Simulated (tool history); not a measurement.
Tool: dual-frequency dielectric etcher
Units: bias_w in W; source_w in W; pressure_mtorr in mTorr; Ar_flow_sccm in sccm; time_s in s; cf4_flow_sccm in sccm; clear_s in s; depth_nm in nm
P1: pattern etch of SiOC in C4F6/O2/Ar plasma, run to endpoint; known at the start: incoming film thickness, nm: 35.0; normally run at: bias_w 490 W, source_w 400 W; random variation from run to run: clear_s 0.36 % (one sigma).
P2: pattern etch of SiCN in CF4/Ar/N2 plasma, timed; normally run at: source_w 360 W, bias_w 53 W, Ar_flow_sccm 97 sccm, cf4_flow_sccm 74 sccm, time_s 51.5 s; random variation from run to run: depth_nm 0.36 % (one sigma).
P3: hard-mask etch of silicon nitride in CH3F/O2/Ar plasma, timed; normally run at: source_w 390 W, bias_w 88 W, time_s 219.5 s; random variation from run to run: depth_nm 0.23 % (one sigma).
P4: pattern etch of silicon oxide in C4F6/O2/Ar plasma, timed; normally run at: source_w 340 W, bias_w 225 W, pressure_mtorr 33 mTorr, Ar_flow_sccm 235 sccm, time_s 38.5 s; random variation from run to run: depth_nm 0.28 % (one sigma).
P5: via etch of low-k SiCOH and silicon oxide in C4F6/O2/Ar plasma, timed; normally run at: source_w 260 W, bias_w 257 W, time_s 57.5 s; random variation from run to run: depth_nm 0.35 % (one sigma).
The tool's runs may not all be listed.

Run 1, day 0.55: process P1, bias_w 490 W, source_w 400 W. Result: clear_s 11.859 s.
Run 2, day 0.892: process P4, bias_w 225 W, source_w 220 W, pressure_mtorr 33 mTorr, Ar_flow_sccm 235 sccm, time_s 38.5 s. Result: depth_nm 103.3 nm.
Run 3, day 1.621: process P4, bias_w 290 W, source_w 340 W, pressure_mtorr 33 mTorr, Ar_flow_sccm 235 sccm, time_s 38.5 s. Result: depth_nm 132.83 nm.
Run 4, day 2.325: process P4, bias_w 225 W, source_w 340 W, pressure_mtorr 33 mTorr, Ar_flow_sccm 235 sccm, time_s 38.5 s. Result: depth_nm 122.16 nm.
Run 5, day 2.738: process P2, bias_w 53 W, source_w 480 W, Ar_flow_sccm 97 sccm, time_s 51.5 s, cf4_flow_sccm 74 sccm. Result: depth_nm 41.556 nm.
Run 6, day 3.062: process P1, bias_w 490 W, source_w 400 W. Result: clear_s 11.918 s.
At day 3.179: source power generator calibrated.
Run 7, day 3.538: process P1, bias_w 306 W, source_w 400 W. Result: clear_s 13.995 s.
Run 8, day 3.904: process P1, bias_w 667 W, source_w 560 W. Result: clear_s 9.3838 s.
Run 9, day 4.333: process P1, bias_w 490 W, source_w 400 W. Result: clear_s 11.837 s.
Run 10, day 5.079: process P1, bias_w 490 W, source_w 400 W. Result: clear_s 11.936 s.
Run 11, day 5.633: process P2, bias_w 53 W, source_w 360 W, Ar_flow_sccm 97 sccm, time_s 51.5 s, cf4_flow_sccm 47 sccm. Result: depth_nm 29.889 nm.
Run 12, day 6.058: process P1, bias_w 490 W, source_w 330 W. Result: clear_s 12.791 s.
Run 13, day 6.562: process P3, bias_w 88 W, source_w 390 W, time_s 141.5 s. Result: depth_nm 100.26 nm.
Run 14, day 7.288: process P2, bias_w 73 W, source_w 360 W, Ar_flow_sccm 97 sccm, time_s 51.5 s, cf4_flow_sccm 74 sccm. Result: depth_nm 35.75 nm.
Run 15, day 7.667: process P5, bias_w 167 W, source_w 260 W, time_s 57.5 s. Result: depth_nm 127.04 nm.
Run 16, day 8.188: process P5, bias_w 257 W, source_w 260 W, time_s 57.5 s. Result: depth_nm 146.62 nm.
Run 17, day 8.542: process P4, bias_w 225 W, source_w 340 W, pressure_mtorr 25.5 mTorr, Ar_flow_sccm 235 sccm, time_s 38.5 s. Result: depth_nm 125.6 nm.
Run 18, day 9.204: process P4, bias_w 225 W, source_w 340 W, pressure_mtorr 33 mTorr, Ar_flow_sccm 235 sccm, time_s 57.5 s. Result: depth_nm 181.75 nm.
Run 19, day 9.7: process P4, bias_w 225 W, source_w 340 W, pressure_mtorr 33 mTorr, Ar_flow_sccm 235 sccm, time_s 38.5 s. Result: depth_nm 121.18 nm.
Run 20, day 10.438: process P3, bias_w 88 W, source_w 560 W, time_s 219.5 s. Result: depth_nm 178.05 nm.
Run 21, day 10.958: process P1, bias_w 490 W, source_w 400 W. Result: clear_s 11.828 s.
Run 22, day 11.342: process P1, bias_w 602 W, source_w 400 W. Result: clear_s 10.905 s.
Run 23, day 12.004: process P5, bias_w 257 W, source_w 260 W, time_s 57.5 s. Result: depth_nm 147.18 nm.
Run 24, day 12.612: process P5, bias_w 257 W, source_w 200 W, time_s 57.5 s. Result: depth_nm 132.77 nm.
Run 25, day 13.254: process P2, bias_w 53 W, source_w 360 W, Ar_flow_sccm 132 sccm, time_s 51.5 s, cf4_flow_sccm 74 sccm. Result: depth_nm 30.728 nm.
Run 26, day 13.596: process P1, bias_w 490 W, source_w 510 W. Result: clear_s 10.813 s.
Run 27, day 14.042: process P2, bias_w 53 W, source_w 360 W, Ar_flow_sccm 97 sccm, time_s 51.5 s, cf4_flow_sccm 74 sccm. Result: depth_nm 32.453 nm.
Run 28, day 14.617: process P1, bias_w 490 W, source_w 400 W. Result: clear_s 11.798 s.
Run 29, day 15.3: process P3, bias_w 88 W, source_w 390 W, time_s 219.5 s. Result: depth_nm 155.33 nm.
Run 30, day 15.908: process P4, bias_w 225 W, source_w 340 W, pressure_mtorr 33 mTorr, Ar_flow_sccm 190 sccm, time_s 38.5 s. Result: depth_nm 124.28 nm.
Run 31, day 16.283: process P2, bias_w 53 W, source_w 360 W, Ar_flow_sccm 97 sccm, time_s 70.5 s, cf4_flow_sccm 74 sccm. Result: depth_nm 44.006 nm.
Run 32, day 16.912: process P3, bias_w 104 W, source_w 390 W, time_s 219.5 s. Result: depth_nm 165.02 nm.
Run 33, day 17.342: process P5, bias_w 257 W, source_w 260 W, time_s 71.5 s. Result: depth_nm 183.11 nm.
Run 34, day 17.862: process P1, bias_w 490 W, source_w 400 W. Result: clear_s 11.945 s.
Run 35, day 18.538: process P1, bias_w 490 W, source_w 400 W. Result: clear_s 11.702 s.
Run 36, day 19.138: process P1, bias_w 490 W, source_w 400 W. Result: clear_s 11.795 s.
Run 37, day 19.479: process P1, bias_w 490 W, source_w 400 W. Result: clear_s 11.688 s.
Run 38, day 20.212: process P1, bias_w 490 W, source_w 400 W. Result: clear_s 11.663 s.
Run 39, day 20.938: process P1, bias_w 490 W, source_w 400 W. Result: clear_s 11.669 s.
At day 21.154: wet clean of the chamber.
Run 40, day 21.667: process P1, bias_w 490 W, source_w 400 W. Result: clear_s 11.609 s.
Run 41, day 22.262: process P1, bias_w 490 W, source_w 400 W. Result: clear_s 11.741 s.
Run 42, day 22.771: process P1, bias_w 490 W, source_w 400 W. Result: clear_s 11.604 s.
Run 43, day 23.312: process P1, bias_w 490 W, source_w 400 W. Result: clear_s 11.604 s.
Run 44, day 23.646: process P1, bias_w 490 W, source_w 400 W. Result: clear_s 11.546 s.
Run 45, day 24.167: process P1, bias_w 490 W, source_w 400 W. Result: clear_s 11.69 s.

What P1 gives has crept away from where it was. These 2 causes fit the log equally well, each at the size given:
A: source power that arrives over what is set, % = 4.96
B: bias power that arrives over what is set, % = 4.9
The creep began at about day 17.862.
Why every other cause is out:
chamber walls in a state that raises the etch rate, %: serviced at day 21.154, which brought nothing back

4 check runs are offered, one wafer each, their results left as question marks. Which one tells the causes apart?
Run check 1, day 24.688: process P2, bias_w 53 W, source_w 460 W, Ar_flow_sccm 97 sccm, time_s 69.5 s, cf4_flow_sccm 74 sccm. Result: depth_nm ?.
Run check 2, day 24.688: process P5, bias_w 257 W, source_w 220 W, time_s 57.5 s. Result: depth_nm ?.
Run check 3, day 24.688: process P4, bias_w 282 W, source_w 230 W, pressure_mtorr 33 mTorr, Ar_flow_sccm 235 sccm, time_s 38.5 s. Result: depth_nm ?.
Run check 4, day 24.688: process P3, bias_w 88 W, source_w 460 W, time_s 219.5 s. Result: depth_nm ?.

What each check would give under each cause:
  check    result    if A    if B
check 1  depth_nm  56.499  54.958
check 2  depth_nm  140.65  140.46
check 3  depth_nm  115.62   115.5
check 4  depth_nm  168.42  168.23
How far apart the two closest causes lie, in the result that separates them most: check 1 2.77 %; check 2 0.14 %; check 3 0.11 %; check 4 0.11 %
Check 1 tells the causes apart: in the others they would give nearly the same result.

Check 1 was then run and gave: depth_nm 56.634 nm. Which cause is it?

It is A: source power that arrives over what is set, %.
